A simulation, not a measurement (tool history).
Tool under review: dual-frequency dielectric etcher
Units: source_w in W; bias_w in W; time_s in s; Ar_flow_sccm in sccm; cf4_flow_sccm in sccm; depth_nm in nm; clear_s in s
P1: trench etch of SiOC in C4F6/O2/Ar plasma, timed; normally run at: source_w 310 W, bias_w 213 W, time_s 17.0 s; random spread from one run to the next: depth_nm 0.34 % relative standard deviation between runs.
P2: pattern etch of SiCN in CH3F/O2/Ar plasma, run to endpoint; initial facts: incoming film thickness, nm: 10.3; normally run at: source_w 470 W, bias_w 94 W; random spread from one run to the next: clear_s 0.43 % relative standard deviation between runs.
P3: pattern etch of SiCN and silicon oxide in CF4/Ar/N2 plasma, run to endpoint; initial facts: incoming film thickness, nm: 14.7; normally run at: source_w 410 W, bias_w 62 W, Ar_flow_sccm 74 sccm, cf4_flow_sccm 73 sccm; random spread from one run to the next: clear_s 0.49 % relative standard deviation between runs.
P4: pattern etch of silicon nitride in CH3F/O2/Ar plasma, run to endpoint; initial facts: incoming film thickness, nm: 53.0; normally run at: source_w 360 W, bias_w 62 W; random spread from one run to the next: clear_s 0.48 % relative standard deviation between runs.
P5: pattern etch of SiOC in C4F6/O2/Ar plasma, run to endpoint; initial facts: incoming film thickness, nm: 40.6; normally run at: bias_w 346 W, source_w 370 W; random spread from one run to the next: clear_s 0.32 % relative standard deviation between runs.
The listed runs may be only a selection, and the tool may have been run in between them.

{"run": 1, "hour": 10.1, "process": "P1", "source_w": 310, "bias_w": 213, "time_s": 17.0, "depth_nm": 33.084}
{"run": 2, "hour": 18.1, "process": "P1", "source_w": 310, "bias_w": 253, "time_s": 17.0, "depth_nm": 35.012}
{"hour": 30.7, "done": "source power generator calibrated"}
{"run": 3, "hour": 31.0, "process": "P1", "source_w": 310, "bias_w": 213, "time_s": 17.0, "depth_nm": 33.176}
{"run": 4, "hour": 39.5, "process": "P2", "source_w": 350, "bias_w": 94, "clear_s": 25.306}
{"run": 5, "hour": 48.7, "process": "P1", "source_w": 430, "bias_w": 213, "time_s": 22.5, "depth_nm": 49.81}
{"run": 6, "hour": 62.5, "process": "P4", "source_w": 460, "bias_w": 62, "clear_s": 76.514}
{"run": 7, "hour": 71.7, "process": "P3", "source_w": 410, "bias_w": 62, "Ar_flow_sccm": 74, "cf4_flow_sccm": 52, "clear_s": 19.379}
{"run": 8, "hour": 78.6, "process": "P1", "source_w": 440, "bias_w": 213, "time_s": 17.0, "depth_nm": 37.884}
{"run": 9, "hour": 89.9, "process": "P1", "source_w": 310, "bias_w": 213, "time_s": 13.0, "depth_nm": 25.307}
{"run": 10, "hour": 98.5, "process": "P4", "source_w": 360, "bias_w": 62, "clear_s": 85.602}
{"run": 11, "hour": 112.3, "process": "P4", "source_w": 360, "bias_w": 42, "clear_s": 95.967}
{"run": 12, "hour": 121.0, "process": "P1", "source_w": 310, "bias_w": 213, "time_s": 17.0, "depth_nm": 33.213}
{"run": 13, "hour": 131.4, "process": "P1", "source_w": 220, "bias_w": 213, "time_s": 17.0, "depth_nm": 28.923}
{"run": 14, "hour": 140.5, "process": "P3", "source_w": 410, "bias_w": 62, "Ar_flow_sccm": 95, "cf4_flow_sccm": 73, "clear_s": 19.0}
{"run": 15, "hour": 149.0, "process": "P1", "source_w": 310, "bias_w": 213, "time_s": 17.0, "depth_nm": 33.083}
{"run": 16, "hour": 158.4, "process": "P2", "source_w": 470, "bias_w": 66, "clear_s": 25.744}
{"run": 17, "hour": 169.2, "process": "P1", "source_w": 310, "bias_w": 135, "time_s": 17.0, "depth_nm": 28.551}
{"run": 18, "hour": 179.0, "process": "P3", "source_w": 250, "bias_w": 62, "Ar_flow_sccm": 74, "cf4_flow_sccm": 73, "clear_s": 28.286}
{"run": 19, "hour": 186.4, "process": "P3", "source_w": 410, "bias_w": 62, "Ar_flow_sccm": 74, "cf4_flow_sccm": 73, "clear_s": 18.312}
{"run": 20, "hour": 199.3, "process": "P3", "source_w": 410, "bias_w": 47, "Ar_flow_sccm": 74, "cf4_flow_sccm": 73, "clear_s": 20.043}
{"run": 21, "hour": 207.9, "process": "P1", "source_w": 380, "bias_w": 168, "time_s": 17.0, "depth_nm": 33.412}
{"run": 22, "hour": 216.0, "process": "P3", "source_w": 410, "bias_w": 62, "Ar_flow_sccm": 74, "cf4_flow_sccm": 73, "clear_s": 18.31}
{"run": 23, "hour": 229.7, "process": "P5", "source_w": 510, "bias_w": 346, "clear_s": 14.596}
{"run": 24, "hour": 238.1, "process": "P5", "source_w": 370, "bias_w": 346, "clear_s": 16.538}
{"run": 25, "hour": 247.1, "process": "P1", "source_w": 310, "bias_w": 213, "time_s": 25.0, "depth_nm": 48.637}
{"run": 26, "hour": 255.4, "process": "P2", "source_w": 470, "bias_w": 94, "clear_s": 22.638}
{"run": 27, "hour": 268.1, "process": "P5", "source_w": 370, "bias_w": 232, "clear_s": 18.992}
{"run": 28, "hour": 279.7, "process": "P1", "source_w": 310, "bias_w": 213, "time_s": 17.0, "depth_nm": 33.088}
{"run": 29, "hour": 290.8, "process": "P1", "source_w": 310, "bias_w": 213, "time_s": 17.0, "depth_nm": 33.028}
{"run": 30, "hour": 298.0, "process": "P1", "source_w": 310, "bias_w": 213, "time_s": 17.0, "depth_nm": 32.725}
{"run": 31, "hour": 304.0, "process": "P1", "source_w": 310, "bias_w": 213, "time_s": 17.0, "depth_nm": 32.698}
{"run": 32, "hour": 316.2, "process": "P1", "source_w": 310, "bias_w": 213, "time_s": 17.0, "depth_nm": 32.589}
{"run": 33, "hour": 325.8, "process": "P1", "source_w": 310, "bias_w": 213, "time_s": 17.0, "depth_nm": 32.655}
{"run": 34, "hour": 335.2, "process": "P1", "source_w": 310, "bias_w": 213, "time_s": 17.0, "depth_nm": 32.507}
{"hour": 343.4, "done": "wet clean of the chamber"}
{"run": 35, "hour": 347.4, "process": "P1", "source_w": 310, "bias_w": 213, "time_s": 17.0, "depth_nm": 32.487}
{"run": 36, "hour": 359.1, "process": "P1", "source_w": 310, "bias_w": 213, "time_s": 17.0, "depth_nm": 32.496}
{"run": 37, "hour": 372.5, "process": "P1", "source_w": 310, "bias_w": 213, "time_s": 17.0, "depth_nm": 32.599}

P1 no longer gives what it gave before; its output has crept away from where it was. The following 2 causes, each at its listed size, fit the log equally well:
A: source power that arrives under what is set, % = 4.29
B: bias power that arrives under what is set, % = 4.93
Creep in the process output first set in at about hour 279.7.
All other causes, with the reason each is excluded:
chamber walls in a state that lowers the etch rate, %: serviced after onset, at hour 343.4, with no recovery of the prior output

Each of the check runs listed below is run on 3 wafers and reports their average, with the results left as question marks. Pick the one under which the possible causes would lead to clearly different results.
{"run": "check 1", "hour": 385.9, "process": "P3", "source_w": 410, "bias_w": 62, "Ar_flow_sccm": 74, "cf4_flow_sccm": 73, "clear_s": "?"}
{"run": "check 2", "hour": 385.9, "process": "P2", "source_w": 470, "bias_w": 94, "clear_s": "?"}
{"run": "check 3", "hour": 385.9, "process": "P4", "source_w": 360, "bias_w": 62, "clear_s": "?"}
{"run": "check 4", "hour": 385.9, "process": "P5", "source_w": 370, "bias_w": 346, "clear_s": "?"}

What each check would give under each cause:
check=check_1 result=clear_s if_A=19.073 if_B=18.633
check=check_2 result=clear_s if_A=23.106 if_B=23.159
check=check_3 result=clear_s if_A=86.284 if_B=86.287
check=check_4 result=clear_s if_A=16.763 if_B=16.786
How far apart the two closest causes lie, in the result that separates them most: check 1 2.34 %; check 2 0.23 %; check 3 0 %; check 4 0.14 %
Only in check 1 would the causes give clearly different results; in the remaining checks their results would be nearly the same.

Check 1 was carried out, with these results: clear_s 19.070 s. Which of the listed causes is responsible?

Of the candidate causes, it is A: source power that arrives under what is set, %.
